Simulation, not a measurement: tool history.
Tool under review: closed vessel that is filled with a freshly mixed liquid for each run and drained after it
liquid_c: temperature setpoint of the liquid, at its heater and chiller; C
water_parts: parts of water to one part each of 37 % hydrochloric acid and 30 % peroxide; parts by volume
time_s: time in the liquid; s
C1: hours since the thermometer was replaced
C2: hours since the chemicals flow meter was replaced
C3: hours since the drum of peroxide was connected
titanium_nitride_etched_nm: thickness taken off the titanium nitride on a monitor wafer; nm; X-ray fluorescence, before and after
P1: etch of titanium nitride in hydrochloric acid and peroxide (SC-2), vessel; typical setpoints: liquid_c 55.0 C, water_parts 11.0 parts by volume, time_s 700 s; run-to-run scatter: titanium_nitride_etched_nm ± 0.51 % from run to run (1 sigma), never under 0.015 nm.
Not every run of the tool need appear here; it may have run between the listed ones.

Run 1, hour 5.9: liquid_c 55.0 C, water_parts 11.0 parts by volume, time_s 700 s; C1 387.1; C2 787.6; C3 396.9. Result: titanium_nitride_etched_nm 41.8050 nm.
Run 2, hour 12.0: liquid_c 39.0 C, water_parts 11.0 parts by volume, time_s 700 s; C1 393.2; C2 793.7; C3 403.0. Result: titanium_nitride_etched_nm 14.1390 nm.
Run 3, hour 18.1: liquid_c 55.0 C, water_parts 11.0 parts by volume, time_s 700 s; C1 399.3; C2 799.8; C3 409.1. Result: titanium_nitride_etched_nm 41.8390 nm.
Run 4, hour 23.5: liquid_c 55.0 C, water_parts 4.0 parts by volume, time_s 700 s; C1 404.7; C2 805.2; C3 414.5. Result: titanium_nitride_etched_nm 90.9430 nm.
Run 5, hour 28.0: liquid_c 55.0 C, water_parts 20.0 parts by volume, time_s 700 s; C1 409.2; C2 809.7; C3 419.0. Result: titanium_nitride_etched_nm 24.8170 nm.
Run 6, hour 34.8: liquid_c 55.0 C, water_parts 4.0 parts by volume, time_s 1065 s; C1 416.0; C2 816.5; C3 425.8. Result: titanium_nitride_etched_nm 138.6900 nm.
Run 7, hour 40.1: liquid_c 66.5 C, water_parts 11.0 parts by volume, time_s 700 s; C1 421.3; C2 821.8; C3 431.1. Result: titanium_nitride_etched_nm 85.9610 nm.
Run 8, hour 45.0: liquid_c 55.0 C, water_parts 11.0 parts by volume, time_s 160 s; C1 426.2; C2 826.7; C3 436.0. Result: titanium_nitride_etched_nm 9.5428 nm.
Run 9, hour 52.1: liquid_c 55.0 C, water_parts 11.0 parts by volume, time_s 1300 s; C1 433.3; C2 833.8; C3 443.1. Result: titanium_nitride_etched_nm 77.5290 nm.
Run 10, hour 57.2: liquid_c 55.0 C, water_parts 11.0 parts by volume, time_s 700 s; C1 438.4; C2 838.9; C3 448.2. Result: titanium_nitride_etched_nm 41.9530 nm.
Run 11, hour 61.5: liquid_c 55.0 C, water_parts 11.0 parts by volume, time_s 700 s; C1 442.7; C2 843.2; C3 452.5. Result: titanium_nitride_etched_nm 41.9580 nm.
Run 12, hour 68.9: liquid_c 45.5 C, water_parts 15.5 parts by volume, time_s 700 s; C1 450.1; C2 850.6; C3 459.9. Result: titanium_nitride_etched_nm 16.6360 nm.
Run 13, hour 76.6: liquid_c 55.0 C, water_parts 4.0 parts by volume, time_s 1275 s; C1 457.8; C2 858.3; C3 467.6. Result: titanium_nitride_etched_nm 166.7300 nm.
Run 14, hour 81.4: liquid_c 55.0 C, water_parts 11.0 parts by volume, time_s 700 s; C1 462.6; C2 863.1; C3 472.4. Result: titanium_nitride_etched_nm 42.4670 nm.
Run 15, hour 85.3: liquid_c 55.0 C, water_parts 11.0 parts by volume, time_s 700 s; C1 466.5; C2 867.0; C3 476.3. Result: titanium_nitride_etched_nm 42.8910 nm.
Run 16, hour 91.1: liquid_c 55.0 C, water_parts 11.0 parts by volume, time_s 700 s; C1 472.3; C2 872.8; C3 482.1. Result: titanium_nitride_etched_nm 43.6330 nm.
Run 17, hour 97.5: liquid_c 55.0 C, water_parts 11.0 parts by volume, time_s 700 s; C1 478.7; C2 879.2; C3 488.5. Result: titanium_nitride_etched_nm 44.8580 nm.
Run 18, hour 104.1: liquid_c 55.0 C, water_parts 11.0 parts by volume, time_s 700 s; C1 485.3; C2 885.8; C3 495.1. Result: titanium_nitride_etched_nm 45.0100 nm.
Run 19, hour 109.7: liquid_c 55.0 C, water_parts 11.0 parts by volume, time_s 700 s; C1 490.9; C2 891.4; C3 500.7. Result: titanium_nitride_etched_nm 45.4210 nm.
Run 20, hour 115.4: liquid_c 55.0 C, water_parts 11.0 parts by volume, time_s 700 s; C1 496.6; C2 897.1; C3 506.4. Result: titanium_nitride_etched_nm 45.2920 nm.
Run 21, hour 122.7: liquid_c 55.0 C, water_parts 11.0 parts by volume, time_s 700 s; C1 503.9; C2 904.4; C3 513.7. Result: titanium_nitride_etched_nm 45.4480 nm.

What will run 22 give?
Run 22, hour 130.7: liquid_c 55.0 C, water_parts 11.0 parts by volume, time_s 700 s; C1 511.9; C2 912.4; C3 521.7. Result: titanium_nitride_etched_nm ?.

Logged for run 22: titanium_nitride_etched_nm 45.5280 nm.
